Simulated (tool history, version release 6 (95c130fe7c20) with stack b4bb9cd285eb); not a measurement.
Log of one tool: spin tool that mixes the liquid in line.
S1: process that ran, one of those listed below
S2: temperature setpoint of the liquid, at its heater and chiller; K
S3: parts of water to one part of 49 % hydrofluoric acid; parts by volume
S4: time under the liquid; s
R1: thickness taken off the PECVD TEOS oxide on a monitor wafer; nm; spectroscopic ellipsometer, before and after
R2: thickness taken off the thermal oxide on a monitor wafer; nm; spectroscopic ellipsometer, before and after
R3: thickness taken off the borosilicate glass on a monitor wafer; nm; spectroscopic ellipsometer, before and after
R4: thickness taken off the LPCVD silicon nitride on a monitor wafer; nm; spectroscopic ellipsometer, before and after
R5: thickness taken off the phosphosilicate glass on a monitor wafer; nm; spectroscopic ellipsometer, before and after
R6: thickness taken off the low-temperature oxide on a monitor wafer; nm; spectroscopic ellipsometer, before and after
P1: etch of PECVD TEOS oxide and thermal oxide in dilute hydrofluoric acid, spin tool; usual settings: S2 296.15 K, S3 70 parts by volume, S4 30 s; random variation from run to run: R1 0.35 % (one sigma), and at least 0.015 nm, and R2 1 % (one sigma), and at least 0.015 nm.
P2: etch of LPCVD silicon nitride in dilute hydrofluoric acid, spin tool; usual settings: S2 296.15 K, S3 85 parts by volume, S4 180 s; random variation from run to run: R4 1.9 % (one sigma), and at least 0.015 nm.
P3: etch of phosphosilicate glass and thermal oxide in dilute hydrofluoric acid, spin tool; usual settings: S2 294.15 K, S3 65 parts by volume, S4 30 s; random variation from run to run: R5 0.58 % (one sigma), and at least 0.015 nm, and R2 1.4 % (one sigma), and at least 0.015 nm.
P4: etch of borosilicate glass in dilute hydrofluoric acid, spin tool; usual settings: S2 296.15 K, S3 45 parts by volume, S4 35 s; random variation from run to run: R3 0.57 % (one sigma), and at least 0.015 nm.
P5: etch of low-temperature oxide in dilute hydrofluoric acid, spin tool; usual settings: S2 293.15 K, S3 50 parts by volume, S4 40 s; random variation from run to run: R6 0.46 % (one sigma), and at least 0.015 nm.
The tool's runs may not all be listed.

{"run": 1, "hour": 7.1, "S1": "P1", "S2": 296.15, "S3": 70, "S4": 30, "R1": 12.259, "R2": 2.1013}
{"run": 2, "hour": 13.9, "S1": "P4", "S2": 296.15, "S3": 45, "S4": 35, "R3": 21.059}
{"run": 3, "hour": 19.0, "S1": "P1", "S2": 296.15, "S3": 70, "S4": 30, "R1": 12.236, "R2": 2.1056}
{"run": 4, "hour": 28.7, "S1": "P1", "S2": 296.15, "S3": 30, "S4": 30, "R1": 29.887, "R2": 5.1559}
{"run": 5, "hour": 35.6, "S1": "P2", "S2": 296.15, "S3": 85, "S4": 300, "R4": 1.8887}
{"run": 6, "hour": 45.3, "S1": "P4", "S2": 296.15, "S3": 45, "S4": 15, "R3": 8.9694}
{"run": 7, "hour": 51.3, "S1": "P4", "S2": 296.15, "S3": 75, "S4": 35, "R3": 12.114}
{"run": 8, "hour": 56.1, "S1": "P2", "S2": 296.15, "S3": 40, "S4": 180, "R4": 2.3792}
{"run": 9, "hour": 63.7, "S1": "P1", "S2": 296.15, "S3": 70, "S4": 60, "R1": 24.518, "R2": 4.2528}
{"run": 10, "hour": 70.2, "S1": "P1", "S2": 303.65, "S3": 70, "S4": 30, "R1": 16.471, "R2": 2.7907}
{"run": 11, "hour": 78.8, "S1": "P3", "S2": 294.15, "S3": 110, "S4": 30, "R2": 1.1594, "R5": 47.508}
{"run": 12, "hour": 88.2, "S1": "P1", "S2": 296.15, "S3": 120, "S4": 30, "R1": 6.714, "R2": 1.1253}
{"run": 13, "hour": 97.0, "S1": "P1", "S2": 290.15, "S3": 70, "S4": 30, "R1": 9.4821, "R2": 1.5992}
{"run": 14, "hour": 106.6, "S1": "P1", "S2": 296.15, "S3": 70, "S4": 15, "R1": 6.1444, "R2": 1.0687}
{"run": 15, "hour": 115.3, "S1": "P2", "S2": 302.65, "S3": 85, "S4": 180, "R4": 1.71}
{"run": 16, "hour": 119.6, "S1": "P5", "S2": 290.15, "S3": 50, "S4": 40, "R6": 10.845}
{"run": 17, "hour": 124.9, "S1": "P3", "S2": 294.15, "S3": 65, "S4": 30, "R2": 2.0268, "R5": 83.896}
{"run": 18, "hour": 133.1, "S1": "P2", "S2": 296.15, "S3": 85, "S4": 180, "R4": 1.1232}
{"run": 19, "hour": 138.7, "S1": "P1", "S2": 301.15, "S3": 25, "S4": 30, "R1": 44.601, "R2": 7.6428}
{"run": 20, "hour": 148.0, "S1": "P3", "S2": 294.15, "S3": 65, "S4": 30, "R2": 2.039, "R5": 84.486}
{"run": 21, "hour": 152.9, "S1": "P1", "S2": 296.15, "S3": 70, "S4": 30, "R1": 12.22, "R2": 2.082}
{"run": 22, "hour": 160.4, "S1": "P5", "S2": 293.15, "S3": 50, "S4": 15, "R6": 4.672}
{"run": 23, "hour": 167.0, "S1": "P1", "S2": 290.15, "S3": 70, "S4": 55, "R1": 17.399, "R2": 2.9834}
{"run": 24, "hour": 175.9, "S1": "P3", "S2": 290.15, "S3": 65, "S4": 30, "R2": 1.7393, "R5": 70.861}
{"run": 25, "hour": 181.8, "S1": "P4", "S2": 303.65, "S3": 45, "S4": 35, "R3": 28.146}
{"run": 26, "hour": 187.6, "S1": "P1", "S2": 296.15, "S3": 70, "S4": 30, "R1": 12.12, "R2": 2.0876}
{"run": 27, "hour": 195.8, "S1": "P1", "S2": 296.15, "S3": 70, "S4": 30, "R1": 12.213, "R2": 2.0725}
{"run": 28, "hour": 202.1, "S1": "P5", "S2": 293.15, "S3": 50, "S4": 40, "R6": 12.335}
{"run": 29, "hour": 208.8, "S1": "P3", "S2": 294.15, "S3": 65, "S4": 55, "R2": 3.728, "R5": 153.82}
{"run": 30, "hour": 216.4, "S1": "P5", "S2": 293.15, "S3": 90, "S4": 40, "R6": 6.526}
{"run": 31, "hour": 221.0, "S1": "P1", "S2": 296.15, "S3": 25, "S4": 15, "R1": 18.202, "R2": 3.1249}
{"run": 32, "hour": 228.4, "S1": "P1", "S2": 296.15, "S3": 70, "S4": 30, "R1": 12.174, "R2": 2.0226}
{"run": 33, "hour": 237.3, "S1": "P1", "S2": 296.15, "S3": 70, "S4": 30, "R1": 12.702, "R2": 2.1957}
{"run": 34, "hour": 244.4, "S1": "P1", "S2": 296.15, "S3": 70, "S4": 30, "R1": 12.923, "R2": 2.1888}
{"run": 35, "hour": 251.1, "S1": "P1", "S2": 296.15, "S3": 70, "S4": 30, "R1": 13.042, "R2": 2.2367}
{"run": 36, "hour": 257.4, "S1": "P1", "S2": 296.15, "S3": 70, "S4": 30, "R1": 13.174, "R2": 2.2449}
{"run": 37, "hour": 262.5, "S1": "P1", "S2": 296.15, "S3": 70, "S4": 30, "R1": 13.241, "R2": 2.3015}
{"run": 38, "hour": 269.3, "S1": "P1", "S2": 296.15, "S3": 70, "S4": 30, "R1": 13.262, "R2": 2.291}
{"run": 39, "hour": 278.7, "S1": "P1", "S2": 296.15, "S3": 70, "S4": 30, "R1": 13.24, "R2": 2.2748}
{"run": 40, "hour": 286.8, "S1": "P1", "S2": 296.15, "S3": 70, "S4": 30, "R1": 13.353, "R2": 2.2871}
{"run": 41, "hour": 294.6, "S1": "P1", "S2": 296.15, "S3": 70, "S4": 30, "R1": 13.328, "R2": 2.2848}

What P1 gives has crept away from where it was. These 2 causes fit the log equally well, each at the size given:
A: hydrofluoric acid flow above the setpoint (%) = 8.45
B: liquid hotter than its thermometer reads (K) = 2.18
The creep began at about hour 228.4.

4 check runs are offered, each on 5 wafers whose results are averaged, their results left as question marks. Which one tells the causes apart?
{"run": "check 1", "hour": 302.4, "S1": "P5", "S2": 293.15, "S3": 90, "S4": 25, "R6": "?"}
{"run": "check 2", "hour": 302.4, "S1": "P2", "S2": 299.15, "S3": 40, "S4": 180, "R4": "?"}
{"run": "check 3", "hour": 302.4, "S1": "P3", "S2": 294.15, "S3": 100, "S4": 45, "R2": "?", "R5": "?"}
{"run": "check 4", "hour": 302.4, "S1": "P4", "S2": 301.15, "S3": 45, "S4": 35, "R3": "?"}

What each check would give under each cause:
check=check_1 result=R6 if_A=4.4650 if_B=4.4659
check=check_2 result=R4 if_A=3.1218 if_B=3.3321
check=check_3 result=R2 if_A=2.0927 if_B=2.0881
check=check_3 result=R5 if_A=86.362 if_B=86.173
check=check_4 result=R3 if_A=28.0670 if_B=28.0720
How far apart the two closest causes lie, in the result that separates them most: check 1 0.02 %; check 2 6.52 %; check 3 0.22 %; check 4 0.02 %
Check 2 tells the causes apart: in the others they would give nearly the same result.

Then check 2 was run and gave: R4 3.3650 nm. Which cause is it?

It is B: liquid hotter than its thermometer reads (K).
